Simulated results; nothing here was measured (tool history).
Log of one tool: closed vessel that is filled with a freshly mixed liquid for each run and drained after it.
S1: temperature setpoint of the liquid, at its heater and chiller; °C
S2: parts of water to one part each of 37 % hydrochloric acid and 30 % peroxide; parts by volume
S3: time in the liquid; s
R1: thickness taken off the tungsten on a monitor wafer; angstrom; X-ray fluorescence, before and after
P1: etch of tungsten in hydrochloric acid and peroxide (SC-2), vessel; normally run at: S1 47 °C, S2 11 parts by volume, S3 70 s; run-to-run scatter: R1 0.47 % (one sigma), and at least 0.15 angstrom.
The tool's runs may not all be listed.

| run | hour | S1 | S2 | S3 | R1 |
|---|---|---|---|---|---|
| 1 | 14.1 | 47 | 11 | 70 | 80.981 |
| 2 | 23.6 | 47 | 11 | 70 | 81.072 |
| 3 | 37.7 | 35 | 11 | 70 | 34.619 |
| 4 | 44.5 | 61.5 | 11 | 70 | 209.14 |
|  | 44.6 | new drum of peroxide connected |
| 5 | 59.4 | 47 | 4 | 70 | 175.78 |
| 6 | 74.7 | 35 | 4 | 70 | 75.538 |
| 7 | 84.6 | 47 | 11 | 70 | 80.718 |
|  | 91.2 | thermometer replaced |
| 8 | 94.5 | 47 | 11 | 70 | 81.303 |
| 9 | 104.7 | 47 | 11 | 30 | 34.71 |
| 10 | 117.1 | 47 | 11 | 130 | 150.1 |
| 11 | 128.4 | 47 | 19 | 70 | 50.512 |
| 12 | 139.9 | 47 | 11 | 70 | 81.25 |
| 13 | 148.5 | 47 | 11 | 70 | 81.31 |

The next listed run, before its measurement:
| 14 | 155.2 | 47 | 11 | 70 | ? |

Run 14 gave R1 82.595 angstrom.
